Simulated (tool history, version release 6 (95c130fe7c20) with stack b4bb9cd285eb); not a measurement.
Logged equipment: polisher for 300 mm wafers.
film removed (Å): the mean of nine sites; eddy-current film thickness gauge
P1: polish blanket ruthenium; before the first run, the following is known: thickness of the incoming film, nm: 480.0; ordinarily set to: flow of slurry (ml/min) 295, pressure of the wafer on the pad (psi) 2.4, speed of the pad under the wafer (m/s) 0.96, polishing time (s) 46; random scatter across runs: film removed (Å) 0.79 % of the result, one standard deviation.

run	hour	flow of slurry (ml/min)	pressure of the wafer on the pad (psi)	speed of the pad under the wafer (m/s)	polishing time (s)	film removed (Å)
1	4.6	295	2.4	0.96	46	556.74
2	10.2	295	2.4	0.96	46	568.8
3	15.2	295	2.4	0.96	69	837.34
4	20.4	465	2.4	0.96	46	582.8
5	26.5	295	3.3	0.96	46	785.96
6	32.4	295	2.4	0.6	46	352.15
7	37.2	295	2.4	1.38	46	814.02
8	42.3	295	2.4	0.96	46	561.14
9	45.4	295	2.4	0.96	23	283.69
10	51	175	2.4	0.96	46	532.59
11	55.8	295	2.4	0.96	46	564.35
12	58.7	295	2.4	0.96	46	571.34
13	65.4	295	1.1	0.96	46	260.58
14	69	175	2.4	0.96	67	773.77
15	71.9	295	2.4	0.96	46	570.48
16	76.2	295	2.4	0.96	46	566.85
17	80.2	295	2.4	0.96	46	554.61
18	84	295	2.4	0.96	46	550.45
# hour 87.7: worn pad replaced by a new one
19	88.9	295	2.4	0.96	46	551.22
20	92.3	295	2.4	0.96	46	550.99
21	96.6	295	2.4	0.96	46	543.09
22	100.1	295	2.4	0.96	46	542.05

Compared with where it was, what P1 gives has crept away. Each cause listed below fits the log as well as the rest, at the size given for it:
A: slurry flow missing at the pad, % = 34.1
B: head's pressure below its setpoint, % = 4.54
The process output started creeping at around hour 71.9.
Each remaining cause and why it is not a fit:
removal rate lost through wear of the pad, %: work on it at hour 87.7, done after the drift set in, did not restore what the process gave before

Below are 4 check runs, each averaged over 5 wafers, with their results shown as question marks. Which of them would give clearly different results depending on which cause is behind the drift?
check 1	103.6	295	1.8	0.6	46	?
check 2	103.6	175	1.7	0.96	46	?
check 3	103.6	295	1.3	0.62	46	?
check 4	103.6	295	1.2	0.96	25	?

How each check would come out, cause by cause:
check	result	if A	if B
check 1	film removed (Å)	253.93	253.94
check 2	film removed (Å)	350.46	360.88
check 3	film removed (Å)	189.51	189.51
check 4	film removed (Å)	147.21	147.21
Per check, the gap between the least separated pair of causes, taken in the result that splits them most: check 1 0 %; check 2 2.93 %; check 3 0 %; check 4 0 %
The causes can be told apart only by check 2. The other checks would give nearly the same results under each of them.

Running check 2 produced the following: film removed (Å) 350.4. Which one of the listed causes fits?

It is A: slurry flow missing at the pad, %.
